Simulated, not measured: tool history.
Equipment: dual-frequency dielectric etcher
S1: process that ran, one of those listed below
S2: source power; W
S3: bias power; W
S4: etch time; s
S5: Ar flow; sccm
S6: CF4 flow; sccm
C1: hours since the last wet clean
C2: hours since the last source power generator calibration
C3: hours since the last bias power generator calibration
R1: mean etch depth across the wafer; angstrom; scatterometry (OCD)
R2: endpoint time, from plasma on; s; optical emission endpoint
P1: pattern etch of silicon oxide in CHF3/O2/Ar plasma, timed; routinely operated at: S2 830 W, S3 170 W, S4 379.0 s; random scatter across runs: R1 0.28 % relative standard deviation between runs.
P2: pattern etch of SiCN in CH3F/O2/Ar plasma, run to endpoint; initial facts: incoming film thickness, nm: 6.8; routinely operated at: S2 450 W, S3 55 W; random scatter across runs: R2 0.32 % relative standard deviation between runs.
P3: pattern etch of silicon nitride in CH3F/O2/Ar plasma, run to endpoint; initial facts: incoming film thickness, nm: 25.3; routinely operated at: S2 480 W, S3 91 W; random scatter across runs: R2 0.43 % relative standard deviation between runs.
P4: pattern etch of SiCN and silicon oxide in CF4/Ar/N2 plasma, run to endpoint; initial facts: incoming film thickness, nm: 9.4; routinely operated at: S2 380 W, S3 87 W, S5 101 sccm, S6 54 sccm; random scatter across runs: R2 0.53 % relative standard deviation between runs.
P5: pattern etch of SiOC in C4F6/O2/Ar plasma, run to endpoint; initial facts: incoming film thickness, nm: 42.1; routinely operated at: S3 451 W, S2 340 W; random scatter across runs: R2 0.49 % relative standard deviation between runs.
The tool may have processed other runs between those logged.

run 1 hour=2.4 | S1=P1 S2=830 S3=170 S4=379.0 | C1=126.8 C2=1356.1 C3=741.9 | R1=8547.8
run 2 hour=6.2 | S1=P3 S2=350 S3=91 | C1=130.6 C2=1359.9 C3=745.7 | R2=35.3090
run 3 hour=10.4 | S1=P1 S2=650 S3=170 S4=379.0 | C1=134.8 C2=1364.1 C3=749.9 | R1=7795.9
run 4 hour=13.6 | S1=P1 S2=610 S3=229 S4=379.0 | C1=138.0 C2=1367.3 C3=753.1 | R1=8414.9
run 5 hour=16.2 | S1=P1 S2=830 S3=170 S4=486.5 | C1=140.6 C2=1369.9 C3=755.7 | R1=10967.0
run 6 hour=18.5 | S1=P1 S2=830 S3=234 S4=379.0 | C1=142.9 C2=1372.2 C3=758.0 | R1=9488.1
run 7 hour=21.4 | S1=P1 S2=830 S3=170 S4=236.0 | C1=145.8 C2=1375.1 C3=760.9 | R1=5314.1
run 8 hour=23.8 | S1=P4 S2=380 S3=87 S5=101 S6=54 | C1=148.2 C2=1377.5 C3=763.3 | R2=12.2160
run 9 hour=26.1 | S1=P1 S2=830 S3=104 S4=379.0 | C1=150.5 C2=1379.8 C3=765.6 | R1=7358.7
run 10 hour=29.7 | S1=P4 S2=380 S3=87 S5=101 S6=73 | C1=154.1 C2=1383.4 C3=769.2 | R2=11.6820
run 11 hour=33.5 | S1=P2 S2=450 S3=55 | C1=157.9 C2=1387.2 C3=773.0 | R2=18.8830
-- hour=35.8 source power generator calibrated
run 12 hour=36.1 | S1=P4 S2=500 S3=87 S5=101 S6=54 | C1=160.5 C2=0.4 C3=775.6 | R2=9.6762
run 13 hour=40.0 | S1=P2 S2=310 S3=55 | C1=164.4 C2=4.3 C3=779.5 | R2=21.8340
run 14 hour=44.7 | S1=P5 S2=410 S3=451 | C1=169.1 C2=9.0 C3=784.2 | R2=13.9880
run 15 hour=48.7 | S1=P3 S2=480 S3=91 | C1=173.1 C2=13.0 C3=788.2 | R2=31.3070
run 16 hour=52.5 | S1=P4 S2=380 S3=52 S5=101 S6=54 | C1=176.9 C2=16.8 C3=792.0 | R2=14.7430
run 17 hour=55.5 | S1=P5 S2=340 S3=319 | C1=179.9 C2=19.8 C3=795.0 | R2=17.0050
run 18 hour=58.2 | S1=P1 S2=580 S3=170 S4=268.5 | C1=182.6 C2=22.5 C3=797.7 | R1=5263.3
run 19 hour=61.2 | S1=P1 S2=830 S3=170 S4=379.0 | C1=185.6 C2=25.5 C3=800.7 | R1=8547.7
run 20 hour=63.9 | S1=P1 S2=830 S3=170 S4=379.0 | C1=188.3 C2=28.2 C3=803.4 | R1=8523.9
run 21 hour=67.9 | S1=P2 S2=450 S3=74 | C1=192.3 C2=32.2 C3=807.4 | R2=17.1360
run 22 hour=70.5 | S1=P3 S2=480 S3=57 | C1=194.9 C2=34.8 C3=810.0 | R2=36.8780
-- hour=72.8 bias power generator calibrated
run 23 hour=74.7 | S1=P5 S2=340 S3=451 | C1=199.1 C2=39.0 C3=1.9 | R2=14.9600
-- hour=75.8 wet clean of the chamber
run 24 hour=79.1 | S1=P1 S2=1010 S3=170 S4=379.0 | C1=3.4 C2=43.4 C3=6.3 | R1=9205.9
run 25 hour=81.9 | S1=P1 S2=690 S3=170 S4=269.0 | C1=6.2 C2=46.2 C3=9.1 | R1=5643.9
run 26 hour=84.1 | S1=P4 S2=380 S3=87 S5=137 S6=54 | C1=8.4 C2=48.4 C3=11.3 | R2=12.7300
run 27 hour=86.6 | S1=P5 S2=340 S3=451 | C1=10.9 C2=50.9 C3=13.8 | R2=14.9180
run 28 hour=89.9 | S1=P2 S2=450 S3=55 | C1=14.2 C2=54.2 C3=17.1 | R2=18.8680
run 29 hour=93.5 | S1=P1 S2=830 S3=170 S4=379.0 | C1=17.8 C2=57.8 C3=20.7 | R1=8543.3
run 30 hour=96.0 | S1=P1 S2=830 S3=170 S4=379.0 | C1=20.3 C2=60.3 C3=23.2 | R1=8520.2
run 31 hour=100.7 | S1=P1 S2=830 S3=170 S4=379.0 | C1=25.0 C2=65.0 C3=27.9 | R1=8453.2
run 32 hour=103.6 | S1=P1 S2=830 S3=170 S4=379.0 | C1=27.9 C2=67.9 C3=30.8 | R1=8434.0
run 33 hour=106.5 | S1=P1 S2=830 S3=170 S4=379.0 | C1=30.8 C2=70.8 C3=33.7 | R1=8434.9
-- hour=106.7 wet clean of the chamber
run 34 hour=110.6 | S1=P1 S2=830 S3=170 S4=379.0 | C1=4.0 C2=74.9 C3=37.8 | R1=8367.1
run 35 hour=114.4 | S1=P1 S2=830 S3=170 S4=379.0 | C1=7.8 C2=78.7 C3=41.6 | R1=8414.3
run 36 hour=118.0 | S1=P1 S2=830 S3=170 S4=379.0 | C1=11.4 C2=82.3 C3=45.2 | R1=8419.0

P1 no longer gives what it gave before; its output has crept away from where it was. The following 2 causes, each at its listed size, fit the log equally well:
A: source power that arrives under what is set, % = 4.06
B: bias power that arrives under what is set, % = 4.84
The drift started at roughly hour 96.0.
The rest of the possible causes, and what rules out each one:
chamber walls in a state that lowers the etch rate, %: was serviced at hour 106.7, once the creep was under way, yet the earlier output never came back

The list below offers 4 check runs, each averaging the results of 5 wafers, and shows each result as a question mark. For which of them would the listed causes give clearly different results?
run check 1 hour=121.6 | S1=P3 S2=480 S3=58 | R2=?
run check 2 hour=121.6 | S1=P5 S2=400 S3=451 | R2=?
run check 3 hour=121.6 | S1=P2 S2=450 S3=66 | R2=?
run check 4 hour=121.6 | S1=P4 S2=490 S3=54 S5=101 S6=54 | R2=?

Check results expected under each cause:
check=check_1 result=R2 if_A=37.1610 if_B=37.1520
check=check_2 result=R2 if_A=14.2800 if_B=14.3200
check=check_3 result=R2 if_A=18.0640 if_B=18.0860
check=check_4 result=R2 if_A=12.0190 if_B=11.7750
Distance between the nearest two causes, measured in the result of the check that separates them most: check 1 0.02 %; check 2 0.28 %; check 3 0.12 %; check 4 2.05 %
Only check 4 tells the causes apart: in the others they would give nearly the same result.

Running check 4 produced the following: R2 12.0040 s. Which one of the listed causes fits?

A is the cause: source power that arrives under what is set, %.
